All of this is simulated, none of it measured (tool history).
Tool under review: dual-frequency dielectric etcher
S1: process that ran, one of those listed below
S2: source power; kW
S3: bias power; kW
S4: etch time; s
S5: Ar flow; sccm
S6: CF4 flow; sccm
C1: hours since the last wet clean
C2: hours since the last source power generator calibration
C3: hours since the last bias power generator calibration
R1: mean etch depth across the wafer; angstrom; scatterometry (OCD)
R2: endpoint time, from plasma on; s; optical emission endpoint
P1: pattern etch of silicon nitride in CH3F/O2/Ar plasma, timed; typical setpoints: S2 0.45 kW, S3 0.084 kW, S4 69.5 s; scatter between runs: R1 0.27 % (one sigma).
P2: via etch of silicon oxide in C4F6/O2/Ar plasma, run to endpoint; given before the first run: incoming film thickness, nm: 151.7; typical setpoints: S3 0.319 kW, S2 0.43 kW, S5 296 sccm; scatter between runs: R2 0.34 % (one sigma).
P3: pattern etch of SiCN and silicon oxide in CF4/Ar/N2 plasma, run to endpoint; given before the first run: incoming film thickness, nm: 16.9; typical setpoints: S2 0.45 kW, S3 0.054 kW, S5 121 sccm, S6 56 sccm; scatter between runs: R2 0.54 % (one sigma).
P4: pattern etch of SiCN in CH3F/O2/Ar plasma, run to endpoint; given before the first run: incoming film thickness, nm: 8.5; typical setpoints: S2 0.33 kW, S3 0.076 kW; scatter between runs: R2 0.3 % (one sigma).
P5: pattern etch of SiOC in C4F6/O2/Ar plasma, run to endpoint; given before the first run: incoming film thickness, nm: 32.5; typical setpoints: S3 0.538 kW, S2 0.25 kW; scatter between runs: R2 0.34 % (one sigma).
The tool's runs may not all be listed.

run   hour  S1    S2     S3    S4   S5  S6     C1      C2      C3      R1      R2
  1   10.2  P1  0.45  0.084  69.5           141.6   851.1   998.2  544.15
  2   19.4  P1  0.45  0.057  69.5           150.8   860.3  1007.4  481.04
  3     27  P2  0.43  0.319        296      158.4   867.9    1015          37.837
  4   38.2  P1  0.45  0.084  46.5           169.6   879.1  1026.2  364.35
  5   50.9  P5  0.25  0.689                 182.3   891.8  1038.9          11.273
  6   57.3  P2  0.43  0.319        296      188.7   898.2  1045.3          37.742
  7   70.1  P2  0.43  0.403        296      201.5     911  1058.1          34.682
  8   76.5  P3  0.45  0.054        121  34  207.9   917.4  1064.5          25.561
  9     85  P1  0.55  0.084  69.5           216.4   925.9    1073  590.31
 10   95.6  P5  0.16  0.538                   227   936.5  1083.6          14.538
 11  103.9  P3  0.45  0.076        121  56  235.3   944.8  1091.9          20.842
 12  111.3  P2  0.26  0.319        296      242.7   952.2  1099.3          45.492
 13  122.1  P2  0.43  0.319        178      253.5     963  1110.1          35.894
 14  132.2  P1  0.45  0.101  45.5           263.6   973.1  1120.2  381.88
 15  141.7  P4  0.33  0.101                 273.1   982.6  1129.7           21.75
 16  148.6  P3  0.29  0.054        121  56    280   989.5  1136.6          34.628
 17  157.2  P1  0.45  0.084  69.5           288.6   998.1  1145.2  545.52
 18  167.5  P3  0.45  0.054        121  56  298.9  1008.4  1155.5           23.46
 19  174.7  P5  0.25  0.538                 306.1  1015.6  1162.7          12.449
 20    187  P4  0.26  0.076                 318.4  1027.9    1175          26.305
 21  193.8  P1  0.33  0.107  69.5           325.2  1034.7  1181.8  532.01
 22    207  P4  0.33  0.076                 338.4  1047.9    1195           24.04
 23  219.3  P1   0.3  0.084  69.5           350.7  1060.2  1207.3  468.14
 24  230.1  P1  0.45  0.084  69.5           361.5    1071  1218.1   548.7
 25  238.6  P1  0.45   0.11  69.5             370  1079.5  1226.6  599.09
 26  245.1  P1  0.45  0.084    95           376.5    1086  1233.1  748.45
 27  256.8  P3  0.45  0.054        170  56  388.2  1097.7  1244.8              25
 28  269.2  P1  0.45  0.084  69.5           400.6  1110.1  1257.2  546.16
 29  280.1  P5  0.25  0.538                 411.5    1121  1268.1          12.459
 30  293.2  P1  0.45  0.084  69.5           424.6  1134.1  1281.2  547.15
 31  301.2  P1  0.45  0.084  69.5           432.6  1142.1  1289.2  543.28
 32  307.1  P1  0.45  0.084  69.5           438.5    1148  1295.1     543
 33  314.7  P1  0.45  0.084  69.5           446.1  1155.6  1302.7  540.57
 34  322.2  P1  0.45  0.084  69.5           453.6  1163.1  1310.2   538.6
     332.5  -- wet clean of the chamber
 35    335  P1  0.45  0.084  69.5             2.6  1175.9    1323  537.29
 36  343.5  P1  0.45  0.084  69.5            11.1  1184.4  1331.5  537.84
 37  355.9  P1  0.45  0.084  69.5            23.5  1196.8  1343.9  541.33
 38  368.2  P1  0.45  0.084  69.5            35.8  1209.1  1356.2  538.19
 39  374.1  P1  0.45  0.084  69.5            41.7    1215  1362.1  536.23

P1 no longer gives what it gave before; its output has crept away from where it was. The following 2 causes, each at its listed size, fit the log equally well:
A: source power that arrives under what is set, % = 4.09
B: bias power that arrives under what is set, % = 4.4
Onset of the creep was near hour 293.2.
Ruled out, with reasons:
chamber walls in a state that lowers the etch rate, %: serviced at hour 332.5, which brought nothing back

Of the 4 check runs below, each run on 5 wafers with the results averaged and each result still a question mark, which one would tell the listed causes apart?
check 1   380  P2  0.43  0.319      296                       ?
check 2   380  P3  0.45  0.054      121  56                   ?
check 3   380  P5  0.25  0.538                                ?
check 4   380  P4  0.33  0.076                                ?

Predicted outcomes, by check and by cause:
  check  result    if A    if B
check 1      R2  38.386  38.378
check 2      R2  24.354  23.833
check 3      R2  12.605  12.631
check 4      R2  24.499  24.515
How far apart the two closest causes lie, in the result that separates them most: check 1 0.02 %; check 2 2.16 %; check 3 0.21 %; check 4 0.07 %
Only in check 2 would the causes give clearly different results; in the remaining checks their results would be nearly the same.

Check 2 was then run and gave: R2 24.381 s. Which cause is it?

The cause is A: source power that arrives under what is set, %.
